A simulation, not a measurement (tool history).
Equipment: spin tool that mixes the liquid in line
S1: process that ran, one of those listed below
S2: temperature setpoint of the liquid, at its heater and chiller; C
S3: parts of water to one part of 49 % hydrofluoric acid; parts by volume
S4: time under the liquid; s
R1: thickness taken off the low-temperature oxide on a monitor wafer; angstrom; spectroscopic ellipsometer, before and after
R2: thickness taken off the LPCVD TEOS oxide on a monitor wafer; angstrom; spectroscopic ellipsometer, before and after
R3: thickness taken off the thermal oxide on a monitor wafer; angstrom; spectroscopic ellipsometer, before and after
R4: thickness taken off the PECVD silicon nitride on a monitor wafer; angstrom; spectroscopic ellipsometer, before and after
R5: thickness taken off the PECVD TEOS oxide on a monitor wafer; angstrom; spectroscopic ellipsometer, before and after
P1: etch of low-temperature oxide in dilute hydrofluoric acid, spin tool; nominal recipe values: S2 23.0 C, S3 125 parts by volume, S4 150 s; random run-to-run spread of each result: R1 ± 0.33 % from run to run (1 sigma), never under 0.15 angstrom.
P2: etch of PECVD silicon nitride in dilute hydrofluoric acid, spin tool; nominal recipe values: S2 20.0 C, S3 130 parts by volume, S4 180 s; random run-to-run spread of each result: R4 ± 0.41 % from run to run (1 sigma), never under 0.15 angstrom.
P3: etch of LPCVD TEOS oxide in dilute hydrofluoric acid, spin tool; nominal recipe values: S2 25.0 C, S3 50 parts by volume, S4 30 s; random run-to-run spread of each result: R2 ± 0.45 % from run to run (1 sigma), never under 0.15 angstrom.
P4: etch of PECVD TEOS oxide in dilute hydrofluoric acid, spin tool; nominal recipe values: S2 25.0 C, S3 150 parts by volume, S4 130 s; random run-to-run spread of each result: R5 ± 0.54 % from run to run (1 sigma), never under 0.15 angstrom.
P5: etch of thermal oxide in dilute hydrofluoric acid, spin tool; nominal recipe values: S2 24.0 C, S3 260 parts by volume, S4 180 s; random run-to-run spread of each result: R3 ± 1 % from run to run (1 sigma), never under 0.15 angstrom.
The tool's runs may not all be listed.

| run | hour | S1 | S2 | S3 | S4 | R1 | R2 | R3 | R4 | R5 |
|---|---|---|---|---|---|---|---|---|---|---|
| 1 | 4.8 | P1 | 23.0 | 125 | 150 | 288.620 |  |  |  |  |
| 2 | 11.9 | P3 | 25.0 | 50 | 30 |  | 194.140 |  |  |  |
| 3 | 18.5 | P1 | 23.0 | 125 | 150 | 287.610 |  |  |  |  |
| 4 | 23.0 | P5 | 24.0 | 260 | 180 |  |  | 26.3420 |  |  |
| 5 | 28.2 | P1 | 19.0 | 125 | 150 | 245.580 |  |  |  |  |
| 6 | 36.7 | P1 | 23.0 | 125 | 150 | 288.350 |  |  |  |  |
| 7 | 41.4 | P1 | 23.0 | 55 | 80 | 381.850 |  |  |  |  |
| 8 | 46.9 | P1 | 23.0 | 125 | 150 | 286.570 |  |  |  |  |
| 9 | 53.8 | P5 | 30.0 | 260 | 180 |  |  | 32.3000 |  |  |
| 10 | 58.2 | P2 | 20.0 | 130 | 180 |  |  |  | 59.223 |  |
| 11 | 63.9 | P3 | 25.0 | 50 | 15 |  | 96.963 |  |  |  |
| 12 | 72.2 | P1 | 23.0 | 125 | 280 | 539.780 |  |  |  |  |
| 13 | 77.5 | P1 | 28.5 | 125 | 150 | 356.370 |  |  |  |  |
| 14 | 84.1 | P1 | 23.0 | 170 | 150 | 201.020 |  |  |  |  |
| 15 | 89.6 | P2 | 20.0 | 130 | 45 |  |  |  | 14.659 |  |
| 16 | 96.3 | P3 | 25.0 | 50 | 30 |  | 192.320 |  |  |  |
| 17 | 103.5 | P1 | 23.0 | 125 | 55 | 105.420 |  |  |  |  |
| 18 | 111.6 | P5 | 24.0 | 260 | 180 |  |  | 27.0570 |  |  |
| 19 | 117.3 | P1 | 23.0 | 180 | 60 | 75.385 |  |  |  |  |
| 20 | 123.1 | P4 | 25.0 | 75 | 130 |  |  |  |  | 391.10 |
| 21 | 127.3 | P3 | 20.5 | 50 | 30 |  | 159.480 |  |  |  |
| 22 | 133.4 | P5 | 24.0 | 260 | 20 |  |  | 2.8528 |  |  |
| 23 | 139.1 | P1 | 23.0 | 60 | 150 | 649.920 |  |  |  |  |
| 24 | 144.7 | P3 | 25.0 | 90 | 30 |  | 101.820 |  |  |  |
| 25 | 149.2 | P4 | 33.0 | 150 | 130 |  |  |  |  | 236.71 |
|  | 155.0 | thermometer replaced |
| 26 | 155.1 | P4 | 25.0 | 150 | 260 |  |  |  |  | 356.51 |
| 27 | 160.6 | P4 | 25.0 | 150 | 130 |  |  |  |  | 178.25 |
| 28 | 166.0 | P2 | 17.0 | 130 | 180 |  |  |  | 47.793 |  |
| 29 | 173.5 | P5 | 24.0 | 385 | 180 |  |  | 15.7910 |  |  |
| 30 | 180.7 | P2 | 20.0 | 20 | 180 |  |  |  | 359.880 |  |
| 31 | 186.9 | P1 | 17.0 | 125 | 280 | 421.040 |  |  |  |  |
| 32 | 193.6 | P1 | 23.0 | 125 | 150 | 288.460 |  |  |  |  |
| 33 | 201.3 | P1 | 23.0 | 125 | 150 | 278.300 |  |  |  |  |
| 34 | 205.7 | P1 | 23.0 | 125 | 150 | 273.760 |  |  |  |  |
| 35 | 211.1 | P1 | 23.0 | 125 | 150 | 272.890 |  |  |  |  |
| 36 | 216.0 | P1 | 23.0 | 125 | 150 | 271.890 |  |  |  |  |
| 37 | 222.0 | P1 | 23.0 | 125 | 150 | 271.500 |  |  |  |  |
| 38 | 228.4 | P1 | 23.0 | 125 | 150 | 271.670 |  |  |  |  |

P1 has crept away from where it was. The log is fitted equally well by each of these 2 causes, at the sizes shown:
A: hydrofluoric acid flow below the setpoint (%) = 5.24
B: liquid colder than its thermometer reads (K) = 1.56
Onset of the creep was near hour 193.6.

Consider the 4 single-wafer check runs listed below, results given as question marks: which one distinguishes between the causes by giving clearly different results for each?
| check 1 | 234.8 | P2 | 17.0 | 30 | 180 |  |  |  | ? |  |
| check 2 | 234.8 | P5 | 24.0 | 260 | 30 |  |  | ? |  |  |
| check 3 | 234.8 | P4 | 32.5 | 150 | 185 |  |  |  |  | ? |
| check 4 | 234.8 | P3 | 25.0 | 65 | 15 |  | ? |  |  |  |

If the cause were each of the candidates in turn, the checks would give the following:
| check | result | if A | if B |
|---|---|---|---|
| check 1 | R4 | 188.130 | 177.060 |
| check 2 | R3 | 4.1024 | 4.1529 |
| check 3 | R5 | 310.65 | 313.82 |
| check 4 | R2 | 68.721 | 68.390 |
Separation of the two closest causes in each check, using whichever result separates them best: check 1 6.07 %; check 2 1.22 %; check 3 1.01 %; check 4 0.48 %
Check 1 is the one run that separates the causes; every other check would come out nearly the same whichever cause is at work.

Then check 1 was run and gave: R4 177.500 angstrom. Which cause is it?

It is B: liquid colder than its thermometer reads (K).
